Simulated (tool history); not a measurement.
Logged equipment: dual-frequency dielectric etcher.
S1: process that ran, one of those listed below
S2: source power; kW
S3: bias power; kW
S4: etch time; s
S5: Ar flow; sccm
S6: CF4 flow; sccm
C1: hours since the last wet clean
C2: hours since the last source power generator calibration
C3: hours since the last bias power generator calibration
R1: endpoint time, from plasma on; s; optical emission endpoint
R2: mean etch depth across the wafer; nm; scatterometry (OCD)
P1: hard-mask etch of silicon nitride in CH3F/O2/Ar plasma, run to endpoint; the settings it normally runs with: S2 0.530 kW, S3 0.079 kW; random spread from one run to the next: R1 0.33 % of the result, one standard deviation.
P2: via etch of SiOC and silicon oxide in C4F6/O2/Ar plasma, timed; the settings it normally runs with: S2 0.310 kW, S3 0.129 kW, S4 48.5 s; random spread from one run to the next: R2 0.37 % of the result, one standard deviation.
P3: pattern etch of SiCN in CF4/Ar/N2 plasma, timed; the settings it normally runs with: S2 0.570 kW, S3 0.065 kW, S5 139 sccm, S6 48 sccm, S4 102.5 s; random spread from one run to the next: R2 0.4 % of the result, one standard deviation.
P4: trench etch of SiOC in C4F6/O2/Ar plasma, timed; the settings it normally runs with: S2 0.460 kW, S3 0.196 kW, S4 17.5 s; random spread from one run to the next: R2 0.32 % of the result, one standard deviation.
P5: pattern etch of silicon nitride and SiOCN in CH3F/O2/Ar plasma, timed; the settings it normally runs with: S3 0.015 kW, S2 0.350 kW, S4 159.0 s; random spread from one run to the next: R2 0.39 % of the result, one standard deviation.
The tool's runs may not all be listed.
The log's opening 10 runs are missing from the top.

| run | day | S1 | S2 | S3 | S4 | S5 | S6 | C1 | C2 | C3 | R1 | R2 |
|---|---|---|---|---|---|---|---|---|---|---|---|---|
| 11 | 1.929 | P1 | 0.530 | 0.079 |  |  |  | 96.1 | 3176.4 | 1179.8 | 34.673 |  |
| 12 | 2.046 | P1 | 0.740 | 0.079 |  |  |  | 98.9 | 3179.2 | 1182.6 | 30.449 |  |
| 13 | 2.196 | P2 | 0.440 | 0.129 | 48.5 |  |  | 102.5 | 3182.8 | 1186.2 |  | 49.786 |
| 14 | 2.342 | P5 | 0.350 | 0.015 | 159.0 |  |  | 106.0 | 3186.3 | 1189.7 |  | 17.269 |
| 15 | 2.554 | P3 | 0.570 | 0.065 | 102.5 | 139 | 48 | 111.1 | 3191.4 | 1194.8 |  | 93.796 |
| 16 | 2.688 | P2 | 0.310 | 0.129 | 48.5 |  |  | 114.3 | 3194.6 | 1198.0 |  | 43.341 |
| 17 | 2.933 | P1 | 0.530 | 0.102 |  |  |  | 120.2 | 3200.5 | 1203.9 | 31.480 |  |
| 18 | 3.121 | P3 | 0.570 | 0.065 | 56.5 | 139 | 48 | 124.7 | 3205.0 | 1208.4 |  | 51.632 |
| 19 | 3.375 | P1 | 0.530 | 0.079 |  |  |  | 130.8 | 3211.1 | 1214.5 | 34.683 |  |
| 20 | 3.621 | P3 | 0.570 | 0.065 | 102.5 | 139 | 33 | 136.7 | 3217.0 | 1220.4 |  | 87.751 |
| 21 | 3.792 | P3 | 0.570 | 0.065 | 102.5 | 83 | 48 | 140.8 | 3221.1 | 1224.5 |  | 102.050 |
| 22 | 3.925 | P3 | 0.780 | 0.065 | 102.5 | 139 | 48 | 144.0 | 3224.3 | 1227.7 |  | 123.490 |
| 23 | 4.038 | P5 | 0.350 | 0.015 | 159.0 |  |  | 146.7 | 3227.0 | 1230.4 |  | 17.220 |
| 24 | 4.262 | P2 | 0.310 | 0.129 | 48.5 |  |  | 152.1 | 3232.4 | 1235.8 |  | 43.703 |
| 25 | 4.412 | P1 | 0.400 | 0.079 |  |  |  | 155.7 | 3236.0 | 1239.4 | 38.489 |  |
| 26 | 4.525 | P5 | 0.350 | 0.020 | 159.0 |  |  | 158.4 | 3238.7 | 1242.1 |  | 19.571 |
| 27 | 4.662 | P4 | 0.460 | 0.196 | 10.5 |  |  | 161.7 | 3242.0 | 1245.4 |  | 23.784 |

Run 28 has not been measured yet. What should we expect?
| 28 | 4.921 | P3 | 0.570 | 0.041 | 102.5 | 139 | 48 | 167.9 | 3248.2 | 1251.6 |  | ? |

Run 28 yielded R2 79.396 nm.
